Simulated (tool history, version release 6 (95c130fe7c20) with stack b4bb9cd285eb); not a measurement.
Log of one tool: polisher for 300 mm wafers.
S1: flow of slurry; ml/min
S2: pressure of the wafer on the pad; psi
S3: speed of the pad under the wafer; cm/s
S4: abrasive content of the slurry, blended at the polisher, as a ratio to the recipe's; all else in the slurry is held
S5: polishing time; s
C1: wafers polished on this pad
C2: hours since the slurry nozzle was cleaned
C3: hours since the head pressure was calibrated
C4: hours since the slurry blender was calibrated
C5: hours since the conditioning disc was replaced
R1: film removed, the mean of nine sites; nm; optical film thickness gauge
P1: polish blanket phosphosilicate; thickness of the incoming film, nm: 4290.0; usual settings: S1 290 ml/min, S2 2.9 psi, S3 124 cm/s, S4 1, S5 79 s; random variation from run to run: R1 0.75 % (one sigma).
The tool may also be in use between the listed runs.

{"run": 1, "hour": 4.4, "S1": 290, "S2": 2.9, "S3": 124, "S4": 1, "S5": 79, "C1": 287, "C2": 558.9, "C3": 486.2, "C4": 100.5, "C5": 387.2, "R1": 769.94}
{"run": 2, "hour": 9.4, "S1": 290, "S2": 2.9, "S3": 124, "S4": 0.55, "S5": 79, "C1": 353, "C2": 563.9, "C3": 491.2, "C4": 105.5, "C5": 392.2, "R1": 568.61}
{"run": 3, "hour": 13.0, "S1": 290, "S2": 2.9, "S3": 58, "S4": 1, "S5": 79, "C1": 401, "C2": 567.5, "C3": 494.8, "C4": 109.1, "C5": 395.8, "R1": 410.62}
{"run": 4, "hour": 16.5, "S1": 290, "S2": 2.9, "S3": 124, "S4": 1, "S5": 79, "C1": 447, "C2": 571, "C3": 498.3, "C4": 112.6, "C5": 399.3, "R1": 762.57}
{"hour": 16.6, "done": "head pressure recalibrated"}
{"run": 5, "hour": 19.9, "S1": 290, "S2": 2.9, "S3": 194, "S4": 1, "S5": 79, "C1": 492, "C2": 574.4, "C3": 3.3, "C4": 116, "C5": 402.7, "R1": 1092.7}
{"run": 6, "hour": 25.8, "S1": 290, "S2": 2.9, "S3": 124, "S4": 1.2, "S5": 57, "C1": 570, "C2": 580.3, "C3": 9.2, "C4": 121.9, "C5": 408.6, "R1": 606.11}
{"run": 7, "hour": 31.7, "S1": 290, "S2": 4.2, "S3": 124, "S4": 1, "S5": 79, "C1": 648, "C2": 586.2, "C3": 15.1, "C4": 127.8, "C5": 414.5, "R1": 1118.4}
{"run": 8, "hour": 36.8, "S1": 175, "S2": 2.9, "S3": 124, "S4": 1, "S5": 79, "C1": 715, "C2": 591.3, "C3": 20.2, "C4": 132.9, "C5": 419.6, "R1": 718.42}
{"run": 9, "hour": 41.2, "S1": 290, "S2": 2.9, "S3": 124, "S4": 1, "S5": 79, "C1": 773, "C2": 595.7, "C3": 24.6, "C4": 137.3, "C5": 424, "R1": 764.54}
{"run": 10, "hour": 46.2, "S1": 290, "S2": 2.9, "S3": 124, "S4": 1, "S5": 79, "C1": 839, "C2": 600.7, "C3": 29.6, "C4": 142.3, "C5": 429, "R1": 762.44}
{"run": 11, "hour": 51.8, "S1": 290, "S2": 2.9, "S3": 124, "S4": 1, "S5": 39, "C1": 913, "C2": 606.3, "C3": 35.2, "C4": 147.9, "C5": 434.6, "R1": 375.25}
{"hour": 52.0, "done": "slurry nozzle cleaned"}
{"run": 12, "hour": 56.7, "S1": 290, "S2": 1.3, "S3": 124, "S4": 1, "S5": 79, "C1": 978, "C2": 4.8, "C3": 40.1, "C4": 152.8, "C5": 439.5, "R1": 344.42}
{"run": 13, "hour": 59.9, "S1": 290, "S2": 2.9, "S3": 124, "S4": 1.3, "S5": 79, "C1": 1020, "C2": 8, "C3": 43.3, "C4": 156, "C5": 442.7, "R1": 873.13}
{"run": 14, "hour": 64.6, "S1": 445, "S2": 2.9, "S3": 124, "S4": 1, "S5": 79, "C1": 1082, "C2": 12.7, "C3": 48, "C4": 160.7, "C5": 447.4, "R1": 791.79}
{"run": 15, "hour": 68.3, "S1": 290, "S2": 2.9, "S3": 124, "S4": 1, "S5": 100, "C1": 1131, "C2": 16.4, "C3": 51.7, "C4": 164.4, "C5": 451.1, "R1": 964.34}
{"run": 16, "hour": 73.7, "S1": 290, "S2": 2.9, "S3": 124, "S4": 1, "S5": 79, "C1": 1203, "C2": 21.8, "C3": 57.1, "C4": 169.8, "C5": 456.5, "R1": 766.76}
{"run": 17, "hour": 78.8, "S1": 290, "S2": 2.9, "S3": 124, "S4": 1, "S5": 79, "C1": 1270, "C2": 26.9, "C3": 62.2, "C4": 174.9, "C5": 461.6, "R1": 757.99}
{"run": 18, "hour": 83.8, "S1": 290, "S2": 2.9, "S3": 124, "S4": 1, "S5": 79, "C1": 1336, "C2": 31.9, "C3": 67.2, "C4": 179.9, "C5": 466.6, "R1": 764.33}
{"run": 19, "hour": 88.9, "S1": 290, "S2": 2.9, "S3": 124, "S4": 1, "S5": 79, "C1": 1403, "C2": 37, "C3": 72.3, "C4": 185, "C5": 471.7, "R1": 721.45}

Run 20 comes next. What will it give?
{"run": 20, "hour": 93.4, "S1": 290, "S2": 2.9, "S3": 124, "S4": 1, "S5": 79, "C1": 1463, "C2": 41.5, "C3": 76.8, "C4": 189.5, "C5": 476.2, "R1": "?"}

{"run 20": {"R1": 696.24}}

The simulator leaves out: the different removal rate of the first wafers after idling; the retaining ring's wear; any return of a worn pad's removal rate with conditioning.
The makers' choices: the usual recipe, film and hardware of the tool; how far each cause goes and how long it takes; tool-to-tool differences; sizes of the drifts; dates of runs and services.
